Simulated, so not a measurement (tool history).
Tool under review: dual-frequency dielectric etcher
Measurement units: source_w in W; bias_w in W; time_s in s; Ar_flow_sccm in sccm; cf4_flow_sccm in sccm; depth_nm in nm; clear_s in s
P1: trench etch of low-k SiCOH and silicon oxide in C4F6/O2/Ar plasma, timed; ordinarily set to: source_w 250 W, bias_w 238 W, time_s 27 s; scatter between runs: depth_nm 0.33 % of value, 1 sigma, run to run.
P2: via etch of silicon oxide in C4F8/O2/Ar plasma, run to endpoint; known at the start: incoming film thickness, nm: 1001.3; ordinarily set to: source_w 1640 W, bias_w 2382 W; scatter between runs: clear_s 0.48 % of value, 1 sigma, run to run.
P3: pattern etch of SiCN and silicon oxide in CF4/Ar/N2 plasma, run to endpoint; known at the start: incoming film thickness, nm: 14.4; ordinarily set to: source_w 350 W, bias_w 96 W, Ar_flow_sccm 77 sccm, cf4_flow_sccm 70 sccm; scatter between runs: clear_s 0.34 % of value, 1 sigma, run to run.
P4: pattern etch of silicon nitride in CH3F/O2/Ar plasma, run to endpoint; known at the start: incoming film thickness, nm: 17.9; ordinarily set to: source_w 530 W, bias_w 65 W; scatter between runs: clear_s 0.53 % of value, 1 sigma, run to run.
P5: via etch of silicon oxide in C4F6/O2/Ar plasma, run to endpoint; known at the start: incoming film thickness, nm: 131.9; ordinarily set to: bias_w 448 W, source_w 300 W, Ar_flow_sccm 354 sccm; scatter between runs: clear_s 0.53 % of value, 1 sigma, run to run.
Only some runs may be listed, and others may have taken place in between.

run,hour,process,source_w,bias_w,time_s,Ar_flow_sccm,cf4_flow_sccm,hours since the last wet clean,hours since the last source power generator calibration,hours since the last bias power generator calibration,depth_nm,clear_s
1,7.8,P1,250,238,27,,,264.4,796.5,1079.6,77.286,
2,14.4,P3,350,69,,77,70,271,803.1,1086.2,,20.219
3,18.4,P1,250,238,27,,,275,807.1,1090.2,77.205,
4,24.1,P1,250,153,27,,,280.7,812.8,1095.9,66.58,
5,28.5,P2,1640,2382,,,,285.1,817.2,1100.3,,208.41
6,34.3,P5,300,272,,354,,290.9,823,1106.1,,40.742
7,40.2,P1,250,238,15,,,296.8,828.9,1112,42.839,
8,45.8,P3,350,96,,59,70,302.4,834.5,1117.6,,17.453
9,52,P1,250,170,17,,,308.6,840.7,1123.8,43.817,
10,57.5,P3,350,96,,77,70,314.1,846.2,1129.3,,18.131
11,62.5,P3,430,96,,77,70,319.1,851.2,1134.3,,15.14
12,68,P5,300,448,,282,,324.6,856.7,1139.8,,33.047
13,75.5,P1,330,238,27,,,332.1,864.2,1147.3,85.99,
14,82.1,P2,1640,2382,,,,338.7,870.8,1153.9,,209.48
15,85.8,P1,250,238,27,,,342.4,874.5,1157.6,77.008,
16,89.7,P2,1640,1558,,,,346.3,878.4,1161.5,,235.85
17,96.8,P4,530,65,,,,353.4,885.5,1168.6,,23.464
18,102.7,P4,530,65,,,,359.3,891.4,1174.5,,23.548
19,108.5,P1,250,238,27,,,365.1,897.2,1180.3,77.386,
20,115.3,P1,190,166,27,,,371.9,904,1187.1,61.545,
21,118.9,P1,250,238,27,,,375.5,907.6,1190.7,77.717,
22,126.8,P1,250,238,27,,,383.4,915.5,1198.6,77.081,
23,132,P1,250,292,27,,,388.6,920.7,1203.8,82.504,
24,135.9,P1,190,238,27,,,392.5,924.6,1207.7,69.514,
25,142.4,P3,350,96,,77,70,399,931.1,1214.2,,18.122
26,147.9,P4,720,65,,,,404.5,936.6,1219.7,,20.989
27,152.4,P2,1320,2382,,,,409,941.1,1224.2,,227.81
28,159.3,P5,200,448,,354,,415.9,948,1231.1,,39.487
29,164.8,P4,530,41,,,,421.4,953.5,1236.6,,27.324
30,172.4,P1,250,238,34,,,429,961.1,1244.2,97.407,
31,177.6,P5,300,448,,354,,434.2,966.3,1249.4,,33.844
32,182.3,P3,350,96,,77,84,438.9,971,1254.1,,17.708
33,189.4,P1,250,238,27,,,446,978.1,1261.2,77.316,
34,195.3,P1,250,238,27,,,451.9,984,1267.1,78.024,
35,201.9,P1,250,238,27,,,458.5,990.6,1273.7,77.743,

For run 36, what comes out?
36,206.9,P1,250,238,27,,,463.5,995.6,1278.7,?,

Run 36 gave depth_nm 78.406 nm.
